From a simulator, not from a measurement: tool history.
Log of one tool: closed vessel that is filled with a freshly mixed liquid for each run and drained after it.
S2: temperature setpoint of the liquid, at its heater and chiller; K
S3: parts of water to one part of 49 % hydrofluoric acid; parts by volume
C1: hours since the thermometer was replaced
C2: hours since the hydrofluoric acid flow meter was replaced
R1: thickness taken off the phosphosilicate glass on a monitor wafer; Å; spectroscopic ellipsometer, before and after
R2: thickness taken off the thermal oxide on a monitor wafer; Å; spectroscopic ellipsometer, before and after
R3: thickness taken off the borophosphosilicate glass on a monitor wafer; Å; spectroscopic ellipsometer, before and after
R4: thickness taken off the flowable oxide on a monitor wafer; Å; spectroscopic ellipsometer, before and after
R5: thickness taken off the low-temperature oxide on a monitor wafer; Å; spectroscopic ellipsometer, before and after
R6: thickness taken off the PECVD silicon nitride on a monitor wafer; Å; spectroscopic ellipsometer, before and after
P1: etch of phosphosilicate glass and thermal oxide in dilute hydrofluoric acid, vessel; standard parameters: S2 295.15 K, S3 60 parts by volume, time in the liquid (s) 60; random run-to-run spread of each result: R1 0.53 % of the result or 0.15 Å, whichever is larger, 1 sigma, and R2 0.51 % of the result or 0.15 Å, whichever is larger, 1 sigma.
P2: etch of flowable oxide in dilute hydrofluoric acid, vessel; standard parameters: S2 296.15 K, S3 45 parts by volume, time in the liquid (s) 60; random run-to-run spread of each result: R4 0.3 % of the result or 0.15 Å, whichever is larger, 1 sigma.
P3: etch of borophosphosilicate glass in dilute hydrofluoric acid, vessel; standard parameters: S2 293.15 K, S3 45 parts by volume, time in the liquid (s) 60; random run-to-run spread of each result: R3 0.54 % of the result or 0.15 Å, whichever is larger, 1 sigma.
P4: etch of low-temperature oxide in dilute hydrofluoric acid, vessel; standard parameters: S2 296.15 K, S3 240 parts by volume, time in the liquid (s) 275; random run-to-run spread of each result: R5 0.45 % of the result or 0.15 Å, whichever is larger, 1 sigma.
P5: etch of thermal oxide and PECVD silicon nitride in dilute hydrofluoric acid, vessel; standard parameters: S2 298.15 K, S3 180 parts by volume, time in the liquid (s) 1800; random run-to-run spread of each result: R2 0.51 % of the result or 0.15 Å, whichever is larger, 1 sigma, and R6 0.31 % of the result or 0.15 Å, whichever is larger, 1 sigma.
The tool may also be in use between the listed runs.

run 1 hour=3.9 | process_that_ran=P1 S2=295.15 S3=60 time_in_the_liquid_(s)=60 | C1=598.9 C2=117.3 | R1=1143.30 R2=45.8970
run 2 hour=9.8 | process_that_ran=P3 S2=293.15 S3=45 time_in_the_liquid_(s)=60 | C1=604.8 C2=123.2 | R3=650.22
run 3 hour=15.1 | process_that_ran=P3 S2=293.15 S3=20 time_in_the_liquid_(s)=60 | C1=610.1 C2=128.5 | R3=1500.40
run 4 hour=18.4 | process_that_ran=P3 S2=299.15 S3=45 time_in_the_liquid_(s)=60 | C1=613.4 C2=131.8 | R3=827.20
run 5 hour=24.7 | process_that_ran=P1 S2=290.15 S3=60 time_in_the_liquid_(s)=60 | C1=619.7 C2=138.1 | R1=917.73 R2=37.5230
run 6 hour=29.4 | process_that_ran=P1 S2=295.15 S3=60 time_in_the_liquid_(s)=60 | C1=624.4 C2=142.8 | R1=1144.70 R2=45.8420
run 7 hour=36.9 | process_that_ran=P2 S2=296.15 S3=45 time_in_the_liquid_(s)=115 | C1=631.9 C2=150.3 | R4=733.07
run 8 hour=43.9 | process_that_ran=P4 S2=296.15 S3=40 time_in_the_liquid_(s)=275 | C1=638.9 C2=157.3 | R5=2032.20
run 9 hour=50.2 | process_that_ran=P1 S2=290.15 S3=60 time_in_the_liquid_(s)=30 | C1=645.2 C2=163.6 | R1=460.41 R2=18.3870
run 10 hour=54.3 | process_that_ran=P4 S2=296.15 S3=240 time_in_the_liquid_(s)=275 | C1=649.3 C2=167.7 | R5=269.38
run 11 hour=57.6 | process_that_ran=P1 S2=295.15 S3=60 time_in_the_liquid_(s)=115 | C1=652.6 C2=171.0 | R1=2211.40 R2=88.1000
run 12 hour=62.8 | process_that_ran=P3 S2=293.15 S3=45 time_in_the_liquid_(s)=60 | C1=657.8 C2=176.2 | R3=647.47
run 13 hour=66.2 | process_that_ran=P5 S2=298.15 S3=180 time_in_the_liquid_(s)=1800 | C1=661.2 C2=179.6 | R2=448.8800 R6=299.6800
run 14 hour=71.1 | process_that_ran=P2 S2=296.15 S3=45 time_in_the_liquid_(s)=60 | C1=666.1 C2=184.5 | R4=381.36
run 15 hour=75.2 | process_that_ran=P5 S2=298.15 S3=305 time_in_the_liquid_(s)=1800 | C1=670.2 C2=188.6 | R2=231.0100 R6=178.6900
run 16 hour=82.4 | process_that_ran=P2 S2=290.15 S3=45 time_in_the_liquid_(s)=60 | C1=677.4 C2=195.8 | R4=295.01
run 17 hour=88.3 | process_that_ran=P1 S2=295.15 S3=60 time_in_the_liquid_(s)=60 | C1=683.3 C2=201.7 | R1=1148.30 R2=46.1260
run 18 hour=95.0 | process_that_ran=P2 S2=296.15 S3=45 time_in_the_liquid_(s)=60 | C1=690.0 C2=208.4 | R4=379.44
run 19 hour=100.0 | process_that_ran=P2 S2=296.15 S3=70 time_in_the_liquid_(s)=60 | C1=695.0 C2=213.4 | R4=237.71
run 20 hour=107.1 | process_that_ran=P1 S2=295.15 S3=60 time_in_the_liquid_(s)=30 | C1=702.1 C2=220.5 | R1=572.67 R2=22.9610
run 21 hour=112.8 | process_that_ran=P4 S2=301.15 S3=240 time_in_the_liquid_(s)=275 | C1=707.8 C2=226.2 | R5=321.72
run 22 hour=116.8 | process_that_ran=P5 S2=290.15 S3=180 time_in_the_liquid_(s)=1800 | C1=711.8 C2=230.2 | R2=330.2500 R6=178.2300
run 23 hour=120.7 | process_that_ran=P5 S2=298.15 S3=180 time_in_the_liquid_(s)=1800 | C1=715.7 C2=234.1 | R2=449.5200 R6=300.1300
run 24 hour=124.6 | process_that_ran=P1 S2=295.15 S3=60 time_in_the_liquid_(s)=60 | C1=719.6 C2=238.0 | R1=1139.00 R2=46.2670
run 25 hour=129.2 | process_that_ran=P5 S2=298.15 S3=180 time_in_the_liquid_(s)=30 | C1=724.2 C2=242.6 | R2=7.7559 R6=4.9944
run 26 hour=136.5 | process_that_ran=P1 S2=295.15 S3=25 time_in_the_liquid_(s)=60 | C1=731.5 C2=249.9 | R1=2873.80 R2=116.3100
run 27 hour=142.8 | process_that_ran=P3 S2=293.15 S3=45 time_in_the_liquid_(s)=115 | C1=737.8 C2=256.2 | R3=1243.10
run 28 hour=146.2 | process_that_ran=P1 S2=302.15 S3=60 time_in_the_liquid_(s)=60 | C1=741.2 C2=259.6 | R1=1503.10 R2=60.8880
run 29 hour=151.4 | process_that_ran=P4 S2=296.15 S3=240 time_in_the_liquid_(s)=510 | C1=746.4 C2=264.8 | R5=498.93
run 30 hour=155.7 | process_that_ran=P1 S2=295.15 S3=90 time_in_the_liquid_(s)=60 | C1=750.7 C2=269.1 | R1=733.17 R2=29.6760
run 31 hour=161.7 | process_that_ran=P1 S2=295.15 S3=60 time_in_the_liquid_(s)=60 | C1=756.7 C2=275.1 | R1=1142.80 R2=46.0170
run 32 hour=169.0 | process_that_ran=P1 S2=295.15 S3=60 time_in_the_liquid_(s)=60 | C1=764.0 C2=282.4 | R1=1186.20 R2=47.2180
run 33 hour=173.0 | process_that_ran=P1 S2=295.15 S3=60 time_in_the_liquid_(s)=60 | C1=768.0 C2=286.4 | R1=1188.20 R2=47.8230
run 34 hour=177.3 | process_that_ran=P1 S2=295.15 S3=60 time_in_the_liquid_(s)=60 | C1=772.3 C2=290.7 | R1=1202.10 R2=48.1580
run 35 hour=184.5 | process_that_ran=P1 S2=295.15 S3=60 time_in_the_liquid_(s)=60 | C1=779.5 C2=297.9 | R1=1209.90 R2=48.6560
run 36 hour=189.7 | process_that_ran=P1 S2=295.15 S3=60 time_in_the_liquid_(s)=60 | C1=784.7 C2=303.1 | R1=1206.60 R2=48.2250
run 37 hour=193.5 | process_that_ran=P1 S2=295.15 S3=60 time_in_the_liquid_(s)=60 | C1=788.5 C2=306.9 | R1=1197.60 R2=48.8320
run 38 hour=197.7 | process_that_ran=P1 S2=295.15 S3=60 time_in_the_liquid_(s)=60 | C1=792.7 C2=311.1 | R1=1198.50 R2=48.4540
run 39 hour=202.0 | process_that_ran=P1 S2=295.15 S3=60 time_in_the_liquid_(s)=60 | C1=797.0 C2=315.4 | R1=1209.10 R2=48.9060

The output of P1 has drifted from where it used to be. Each of the 2 causes below, taken at the size shown beside it, accounts for the log equally well:
A: hydrofluoric acid flow above the setpoint (%) = 5.44
B: liquid hotter than its thermometer reads (K) = 1.38
The process output started creeping at around hour 161.7.

The 4 check runs listed below each average the results of 2 wafers, and their outcomes are marked with question marks. Under which run would the listed causes produce clearly different results?
run check 1 hour=206.3 | process_that_ran=P3 S2=293.15 S3=25 time_in_the_liquid_(s)=115 | R3=?
run check 2 hour=206.3 | process_that_ran=P2 S2=296.15 S3=65 time_in_the_liquid_(s)=110 | R4=?
run check 3 hour=206.3 | process_that_ran=P4 S2=296.15 S3=75 time_in_the_liquid_(s)=450 | R5=?
run check 4 hour=206.3 | process_that_ran=P5 S2=298.15 S3=180 time_in_the_liquid_(s)=160 | R2=? R6=?

Predicted outcomes, by check and by cause:
check=check_1 result=R3 if_A=2400.10 if_B=2411.80
check=check_2 result=R4 if_A=500.09 if_B=499.64
check=check_3 result=R5 if_A=1793.90 if_B=1790.40
check=check_4 result=R2 if_A=42.6630 if_B=42.1220
check=check_4 result=R6 if_A=28.2400 if_B=29.2150
Per-check spread between the two closest causes, in the result where they differ most: check 1 0.49 %; check 2 0.09 %; check 3 0.2 %; check 4 3.39 %
Only check 4 tells the causes apart: in the others they would give nearly the same result.

After running check 4, the following was obtained: R2 42.8930 Å; R6 28.2560 Å. Which cause does this point to?

It was cause A: hydrofluoric acid flow above the setpoint (%).
